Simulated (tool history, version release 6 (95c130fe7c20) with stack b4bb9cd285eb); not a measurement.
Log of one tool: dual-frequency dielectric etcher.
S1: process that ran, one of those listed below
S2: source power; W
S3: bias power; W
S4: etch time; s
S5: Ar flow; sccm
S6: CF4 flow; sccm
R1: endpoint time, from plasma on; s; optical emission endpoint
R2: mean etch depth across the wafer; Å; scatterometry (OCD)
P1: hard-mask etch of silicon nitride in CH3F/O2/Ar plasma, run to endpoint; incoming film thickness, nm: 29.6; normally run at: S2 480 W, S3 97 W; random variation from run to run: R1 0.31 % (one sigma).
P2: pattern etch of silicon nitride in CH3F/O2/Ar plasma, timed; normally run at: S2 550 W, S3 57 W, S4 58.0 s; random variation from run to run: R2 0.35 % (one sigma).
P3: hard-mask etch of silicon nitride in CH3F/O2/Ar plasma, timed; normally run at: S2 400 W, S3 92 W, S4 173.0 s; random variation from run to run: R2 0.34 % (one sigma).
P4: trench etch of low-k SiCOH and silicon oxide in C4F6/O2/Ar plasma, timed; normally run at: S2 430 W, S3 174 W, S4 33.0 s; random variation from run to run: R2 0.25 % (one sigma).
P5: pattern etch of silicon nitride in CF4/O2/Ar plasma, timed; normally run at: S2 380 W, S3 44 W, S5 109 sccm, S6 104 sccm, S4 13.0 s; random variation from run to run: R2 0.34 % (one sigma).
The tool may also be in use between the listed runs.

{"run": 1, "day": 0.383, "S1": "P1", "S2": 480, "S3": 97, "R1": 36.525}
{"run": 2, "day": 0.917, "S1": "P4", "S2": 430, "S3": 174, "S4": 25.5, "R2": 813.09}
{"run": 3, "day": 1.488, "S1": "P1", "S2": 480, "S3": 97, "R1": 36.345}
{"run": 4, "day": 2.029, "S1": "P2", "S2": 550, "S3": 57, "S4": 73.5, "R2": 531.5}
{"run": 5, "day": 2.375, "S1": "P5", "S2": 270, "S3": 44, "S4": 13.0, "S5": 109, "S6": 104, "R2": 138.2}
{"run": 6, "day": 2.717, "S1": "P2", "S2": 680, "S3": 57, "S4": 58.0, "R2": 456.56}
{"run": 7, "day": 3.317, "S1": "P1", "S2": 480, "S3": 97, "R1": 36.631}
{"run": 8, "day": 3.854, "S1": "P2", "S2": 550, "S3": 57, "S4": 58.0, "R2": 420.5}
{"run": 9, "day": 4.171, "S1": "P3", "S2": 400, "S3": 92, "S4": 173.0, "R2": 1301.1}
{"run": 10, "day": 4.496, "S1": "P4", "S2": 430, "S3": 174, "S4": 33.0, "R2": 1059.5}
{"run": 11, "day": 5.146, "S1": "P3", "S2": 400, "S3": 54, "S4": 173.0, "R2": 1089.0}
{"run": 12, "day": 5.821, "S1": "P4", "S2": 430, "S3": 174, "S4": 33.0, "R2": 1055.7}
{"run": 13, "day": 6.188, "S1": "P1", "S2": 380, "S3": 97, "R1": 39.808}
{"run": 14, "day": 6.55, "S1": "P3", "S2": 540, "S3": 92, "S4": 173.0, "R2": 1460.9}
{"run": 15, "day": 6.962, "S1": "P5", "S2": 380, "S3": 60, "S4": 13.0, "S5": 109, "S6": 104, "R2": 208.69}
{"run": 16, "day": 7.325, "S1": "P1", "S2": 480, "S3": 97, "R1": 36.396}
{"run": 17, "day": 7.842, "S1": "P1", "S2": 330, "S3": 119, "R1": 38.832}
{"run": 18, "day": 8.175, "S1": "P5", "S2": 380, "S3": 44, "S4": 13.0, "S5": 109, "S6": 75, "R2": 178.19}
{"run": 19, "day": 8.788, "S1": "P1", "S2": 480, "S3": 97, "R1": 36.457}
{"run": 20, "day": 9.412, "S1": "P1", "S2": 480, "S3": 122, "R1": 33.567}
{"run": 21, "day": 9.912, "S1": "P5", "S2": 380, "S3": 44, "S4": 13.0, "S5": 109, "S6": 104, "R2": 185.33}
{"run": 22, "day": 10.308, "S1": "P1", "S2": 610, "S3": 75, "R1": 36.44}
{"run": 23, "day": 10.796, "S1": "P3", "S2": 400, "S3": 92, "S4": 125.5, "R2": 945.92}
{"run": 24, "day": 11.283, "S1": "P2", "S2": 550, "S3": 68, "S4": 58.0, "R2": 443.09}
{"day": 11.696, "done": "wet clean of the chamber"}
{"run": 25, "day": 11.779, "S1": "P5", "S2": 380, "S3": 44, "S4": 8.5, "S5": 109, "S6": 104, "R2": 121.74}
{"run": 26, "day": 12.267, "S1": "P5", "S2": 380, "S3": 44, "S4": 13.0, "S5": 130, "S6": 104, "R2": 180.9}
{"run": 27, "day": 13.0, "S1": "P1", "S2": 480, "S3": 97, "R1": 36.489}
{"run": 28, "day": 13.429, "S1": "P1", "S2": 480, "S3": 78, "R1": 39.502}
{"run": 29, "day": 13.933, "S1": "P4", "S2": 430, "S3": 235, "S4": 33.0, "R2": 1163.4}
{"run": 30, "day": 14.479, "S1": "P1", "S2": 650, "S3": 97, "R1": 32.558}
{"run": 31, "day": 14.921, "S1": "P4", "S2": 570, "S3": 174, "S4": 33.0, "R2": 1179.9}

Forecast run 32:
{"run": 32, "day": 15.304, "S1": "P1", "S2": 480, "S3": 97, "R1": "?"}

Run 32 gave R1 36.437 s.
